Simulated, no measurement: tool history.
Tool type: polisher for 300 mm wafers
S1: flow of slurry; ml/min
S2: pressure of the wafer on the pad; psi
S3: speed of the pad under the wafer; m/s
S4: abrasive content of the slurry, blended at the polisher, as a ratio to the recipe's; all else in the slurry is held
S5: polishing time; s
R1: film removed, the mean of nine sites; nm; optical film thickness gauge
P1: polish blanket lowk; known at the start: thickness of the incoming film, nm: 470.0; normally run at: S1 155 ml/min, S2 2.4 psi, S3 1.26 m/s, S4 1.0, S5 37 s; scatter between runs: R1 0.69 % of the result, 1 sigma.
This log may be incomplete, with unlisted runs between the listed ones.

| run | hour | S1 | S2 | S3 | S4 | S5 | R1 |
|---|---|---|---|---|---|---|---|
| 1 | 13.4 | 155 | 2.4 | 1.26 | 1.0 | 37 | 26.096 |
| 2 | 21.0 | 155 | 2.4 | 1.26 | 1.0 | 18 | 12.716 |
| 3 | 33.8 | 205 | 3.1 | 1.26 | 1.0 | 37 | 35.200 |
| 4 | 42.9 | 200 | 2.4 | 1.26 | 1.0 | 37 | 27.224 |
| 5 | 56.5 | 155 | 2.4 | 1.26 | 1.0 | 37 | 26.778 |
| 6 | 68.8 | 155 | 2.4 | 1.26 | 1.0 | 37 | 26.144 |
| 7 | 78.8 | 230 | 2.4 | 1.26 | 0.7 | 37 | 23.054 |
| 8 | 86.9 | 95 | 2.4 | 1.26 | 1.0 | 37 | 23.616 |
| 9 | 98.4 | 155 | 2.4 | 1.26 | 1.3 | 37 | 29.009 |
| 10 | 107.4 | 155 | 2.4 | 0.56 | 1.0 | 37 | 13.709 |
| 11 | 117.6 | 220 | 2.4 | 1.26 | 1.0 | 17 | 12.799 |
| 12 | 125.8 | 155 | 1.8 | 1.26 | 1.0 | 37 | 19.830 |
|  | 135.9 | head pressure recalibrated |
| 13 | 139.6 | 155 | 2.4 | 1.26 | 1.0 | 57 | 39.897 |
| 14 | 151.1 | 155 | 2.4 | 1.90 | 1.0 | 37 | 36.615 |
| 15 | 165.8 | 155 | 3.7 | 1.26 | 1.0 | 37 | 41.123 |
| 16 | 181.0 | 155 | 2.4 | 1.26 | 1.0 | 37 | 26.468 |
| 17 | 189.4 | 155 | 2.4 | 1.26 | 0.5 | 37 | 18.249 |
| 18 | 201.7 | 155 | 2.4 | 1.26 | 1.0 | 37 | 26.444 |
| 19 | 212.5 | 155 | 2.4 | 1.26 | 1.0 | 37 | 26.485 |
| 20 | 226.7 | 155 | 2.4 | 1.26 | 1.0 | 37 | 24.525 |
| 21 | 234.4 | 155 | 2.4 | 1.26 | 1.0 | 37 | 23.901 |
| 22 | 241.8 | 155 | 2.4 | 1.26 | 1.0 | 37 | 23.313 |
| 23 | 253.7 | 155 | 2.4 | 1.26 | 1.0 | 37 | 23.258 |

Expected results for the next run?
|  | 256.3 | conditioning disc replaced and pad reconditioned |
|  | 260.0 | head pressure recalibrated |
|  | 261.5 | slurry nozzle cleaned |
| 24 | 264.6 | 155 | 2.4 | 1.26 | 1.0 | 37 | ? |

R1: 22.783 nm

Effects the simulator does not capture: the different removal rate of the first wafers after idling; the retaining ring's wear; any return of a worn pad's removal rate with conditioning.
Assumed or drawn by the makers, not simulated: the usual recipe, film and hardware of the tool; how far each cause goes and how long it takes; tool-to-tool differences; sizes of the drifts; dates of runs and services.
